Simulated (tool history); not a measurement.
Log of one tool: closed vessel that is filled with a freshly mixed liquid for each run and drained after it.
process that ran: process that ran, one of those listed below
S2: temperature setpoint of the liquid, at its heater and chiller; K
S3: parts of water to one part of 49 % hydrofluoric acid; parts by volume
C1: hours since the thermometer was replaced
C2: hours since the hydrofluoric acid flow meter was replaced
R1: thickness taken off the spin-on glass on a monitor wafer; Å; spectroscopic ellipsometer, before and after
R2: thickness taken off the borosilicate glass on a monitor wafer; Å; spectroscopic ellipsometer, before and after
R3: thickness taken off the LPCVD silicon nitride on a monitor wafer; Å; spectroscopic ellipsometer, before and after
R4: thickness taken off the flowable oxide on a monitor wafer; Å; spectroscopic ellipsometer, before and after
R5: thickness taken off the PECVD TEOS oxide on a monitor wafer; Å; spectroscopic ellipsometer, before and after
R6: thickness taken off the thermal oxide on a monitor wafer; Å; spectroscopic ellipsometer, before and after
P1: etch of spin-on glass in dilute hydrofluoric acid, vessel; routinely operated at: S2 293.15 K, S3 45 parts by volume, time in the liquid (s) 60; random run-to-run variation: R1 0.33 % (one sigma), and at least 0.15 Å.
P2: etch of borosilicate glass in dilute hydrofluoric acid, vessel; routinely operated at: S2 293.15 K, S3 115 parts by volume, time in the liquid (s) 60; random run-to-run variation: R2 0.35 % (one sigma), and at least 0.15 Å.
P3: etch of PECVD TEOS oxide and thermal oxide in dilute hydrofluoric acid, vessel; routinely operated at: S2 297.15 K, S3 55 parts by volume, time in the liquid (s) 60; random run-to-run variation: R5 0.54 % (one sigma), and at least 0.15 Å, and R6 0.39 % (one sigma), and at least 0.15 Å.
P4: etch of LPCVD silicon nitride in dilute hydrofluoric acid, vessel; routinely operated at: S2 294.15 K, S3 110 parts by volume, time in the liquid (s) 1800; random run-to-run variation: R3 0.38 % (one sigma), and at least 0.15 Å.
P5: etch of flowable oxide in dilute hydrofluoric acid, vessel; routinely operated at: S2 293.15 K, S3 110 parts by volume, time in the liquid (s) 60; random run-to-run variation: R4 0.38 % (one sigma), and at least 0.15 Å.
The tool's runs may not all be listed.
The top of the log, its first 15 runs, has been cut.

{"run": 16, "day": 2.408, "process that ran": "P1", "S2": 293.15, "S3": 30, "time in the liquid (s)": 30, "C1": 39.7, "C2": 615.3, "R1": 427.96}
{"run": 17, "day": 2.588, "process that ran": "P1", "S2": 293.15, "S3": 45, "time in the liquid (s)": 60, "C1": 44.0, "C2": 619.6, "R1": 563.51}
{"run": 18, "day": 2.7, "process that ran": "P3", "S2": 304.65, "S3": 55, "time in the liquid (s)": 60, "C1": 46.7, "C2": 622.3, "R5": 443.09, "R6": 73.992}
{"run": 19, "day": 2.796, "process that ran": "P1", "S2": 298.15, "S3": 45, "time in the liquid (s)": 60, "C1": 49.0, "C2": 624.6, "R1": 691.88}
{"run": 20, "day": 2.996, "process that ran": "P1", "S2": 290.15, "S3": 45, "time in the liquid (s)": 60, "C1": 53.8, "C2": 629.4, "R1": 494.66}
{"run": 21, "day": 3.1, "process that ran": "P2", "S2": 293.15, "S3": 115, "time in the liquid (s)": 35, "C1": 56.3, "C2": 631.9, "R2": 96.552}
{"run": 22, "day": 3.208, "process that ran": "P3", "S2": 297.15, "S3": 55, "time in the liquid (s)": 60, "C1": 58.9, "C2": 634.5, "R5": 327.82, "R6": 54.873}
{"run": 23, "day": 3.333, "process that ran": "P3", "S2": 297.15, "S3": 55, "time in the liquid (s)": 30, "C1": 61.9, "C2": 637.5, "R5": 165.02, "R6": 27.593}
{"run": 24, "day": 3.433, "process that ran": "P1", "S2": 293.15, "S3": 45, "time in the liquid (s)": 35, "C1": 64.3, "C2": 639.9, "R1": 328.5}
{"run": 25, "day": 3.6, "process that ran": "P1", "S2": 293.15, "S3": 80, "time in the liquid (s)": 60, "C1": 68.3, "C2": 643.9, "R1": 302.29}
{"run": 26, "day": 3.717, "process that ran": "P4", "S2": 294.15, "S3": 110, "time in the liquid (s)": 1800, "C1": 71.1, "C2": 646.7, "R3": 76.028}
{"run": 27, "day": 3.904, "process that ran": "P1", "S2": 293.15, "S3": 45, "time in the liquid (s)": 60, "C1": 75.6, "C2": 651.2, "R1": 559.9}

Run 28 comes next. What will it give?
{"run": 28, "day": 4.071, "process that ran": "P2", "S2": 290.15, "S3": 115, "time in the liquid (s)": 60, "C1": 79.6, "C2": 655.2, "R2": "?"}

Logged for run 28: R2 145.870 Å.
